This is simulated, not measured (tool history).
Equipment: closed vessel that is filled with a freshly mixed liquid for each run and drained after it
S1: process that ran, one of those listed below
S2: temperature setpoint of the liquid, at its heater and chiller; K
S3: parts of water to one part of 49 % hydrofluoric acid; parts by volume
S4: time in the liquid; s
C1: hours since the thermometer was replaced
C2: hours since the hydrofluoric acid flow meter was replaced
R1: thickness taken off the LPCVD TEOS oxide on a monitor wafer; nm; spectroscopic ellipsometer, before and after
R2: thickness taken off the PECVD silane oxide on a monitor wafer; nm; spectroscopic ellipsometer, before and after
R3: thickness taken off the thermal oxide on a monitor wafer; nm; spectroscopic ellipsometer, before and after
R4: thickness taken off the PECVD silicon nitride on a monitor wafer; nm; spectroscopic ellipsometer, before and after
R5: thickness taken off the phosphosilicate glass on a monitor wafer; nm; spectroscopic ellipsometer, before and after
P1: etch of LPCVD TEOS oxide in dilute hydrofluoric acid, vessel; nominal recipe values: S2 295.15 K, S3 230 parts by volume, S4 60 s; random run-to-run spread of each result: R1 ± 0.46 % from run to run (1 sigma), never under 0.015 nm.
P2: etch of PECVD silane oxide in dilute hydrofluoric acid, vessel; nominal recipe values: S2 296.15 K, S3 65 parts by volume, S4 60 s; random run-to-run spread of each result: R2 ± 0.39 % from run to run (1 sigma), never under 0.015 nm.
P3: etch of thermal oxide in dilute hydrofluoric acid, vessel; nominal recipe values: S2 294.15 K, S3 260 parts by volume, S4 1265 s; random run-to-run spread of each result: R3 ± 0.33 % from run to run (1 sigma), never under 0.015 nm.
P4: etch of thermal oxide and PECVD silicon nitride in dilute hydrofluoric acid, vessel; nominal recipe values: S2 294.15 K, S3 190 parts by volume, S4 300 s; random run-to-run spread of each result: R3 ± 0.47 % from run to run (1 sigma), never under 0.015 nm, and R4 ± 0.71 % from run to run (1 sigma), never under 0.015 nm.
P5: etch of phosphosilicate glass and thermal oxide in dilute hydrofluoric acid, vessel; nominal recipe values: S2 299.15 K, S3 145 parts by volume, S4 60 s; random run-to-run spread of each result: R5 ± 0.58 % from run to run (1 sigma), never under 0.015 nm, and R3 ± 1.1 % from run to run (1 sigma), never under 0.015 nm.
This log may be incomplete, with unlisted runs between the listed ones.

| run | hour | S1 | S2 | S3 | S4 | C1 | C2 | R1 | R2 | R3 | R4 | R5 |
|---|---|---|---|---|---|---|---|---|---|---|---|---|
| 1 | 10.6 | P1 | 295.15 | 230 | 60 | 426.3 | 365.5 | 5.9455 |  |  |  |  |
| 2 | 22.3 | P1 | 295.15 | 230 | 60 | 438.0 | 377.2 | 5.9213 |  |  |  |  |
| 3 | 37.1 | P2 | 296.15 | 65 | 60 | 452.8 | 392.0 |  | 46.975 |  |  |  |
| 4 | 50.7 | P4 | 294.15 | 190 | 300 | 466.4 | 405.6 |  |  | 5.96580 | 3.9332 |  |
|  | 61.0 | hydrofluoric acid flow meter replaced |
| 5 | 66.7 | P1 | 295.15 | 230 | 60 | 482.4 | 5.8 | 5.9562 |  |  |  |  |
| 6 | 79.3 | P5 | 299.15 | 80 | 60 | 495.0 | 18.4 |  |  | 3.52270 |  | 143.950 |
| 7 | 93.8 | P3 | 294.15 | 260 | 205 | 509.5 | 32.9 |  |  | 2.80200 |  |  |
| 8 | 107.0 | P1 | 295.15 | 230 | 60 | 522.7 | 46.1 | 5.9865 |  |  |  |  |
| 9 | 115.6 | P3 | 301.15 | 260 | 1265 | 531.3 | 54.7 |  |  | 22.21900 |  |  |
| 10 | 128.0 | P1 | 295.15 | 230 | 60 | 543.7 | 67.1 | 5.9530 |  |  |  |  |
| 11 | 142.8 | P5 | 299.15 | 145 | 30 | 558.5 | 81.9 |  |  | 0.87448 |  | 36.089 |
| 12 | 154.2 | P1 | 299.15 | 230 | 60 | 569.9 | 93.3 | 6.8903 |  |  |  |  |
| 13 | 168.1 | P4 | 290.15 | 190 | 300 | 583.8 | 107.2 |  |  | 5.04810 | 2.9478 |  |
| 14 | 183.3 | P1 | 295.15 | 120 | 110 | 599.0 | 122.4 | 23.5620 |  |  |  |  |
| 15 | 191.0 | P4 | 294.15 | 50 | 300 | 606.7 | 130.1 |  |  | 26.41600 | 14.4290 |  |
| 16 | 204.6 | P2 | 290.15 | 65 | 60 | 620.3 | 143.7 |  | 36.685 |  |  |  |
| 17 | 215.2 | P5 | 299.15 | 145 | 60 | 630.9 | 154.3 |  |  | 1.81320 |  | 72.992 |
| 18 | 228.0 | P1 | 295.15 | 355 | 60 | 643.7 | 167.1 | 3.4111 |  |  |  |  |
| 19 | 242.7 | P1 | 295.15 | 230 | 90 | 658.4 | 181.8 | 8.9488 |  |  |  |  |
| 20 | 254.0 | P1 | 300.65 | 80 | 60 | 669.7 | 193.1 | 25.0570 |  |  |  |  |
| 21 | 268.7 | P1 | 295.15 | 85 | 60 | 684.4 | 207.8 | 18.8720 |  |  |  |  |
| 22 | 284.8 | P2 | 296.15 | 65 | 95 | 700.5 | 223.9 |  | 74.428 |  |  |  |
| 23 | 301.8 | P3 | 294.15 | 260 | 1265 | 717.5 | 240.9 |  |  | 17.39000 |  |  |
| 24 | 318.4 | P2 | 296.15 | 65 | 60 | 734.1 | 257.5 |  | 47.115 |  |  |  |
| 25 | 331.6 | P4 | 294.15 | 190 | 500 | 747.3 | 270.7 |  |  | 9.83870 | 6.5550 |  |
| 26 | 345.5 | P2 | 296.15 | 115 | 60 | 761.2 | 284.6 |  | 24.961 |  |  |  |
| 27 | 358.5 | P3 | 294.15 | 465 | 1265 | 774.2 | 297.6 |  |  | 8.10370 |  |  |
| 28 | 368.4 | P1 | 295.15 | 230 | 60 | 784.1 | 307.5 | 5.9919 |  |  |  |  |

Run 29, settings as shown, results not yet in. Your forecast:
| 29 | 381.4 | P1 | 291.15 | 230 | 60 | 797.1 | 320.5 | ? |  |  |  |  |

Run 29 yielded R1 5.0686 nm.
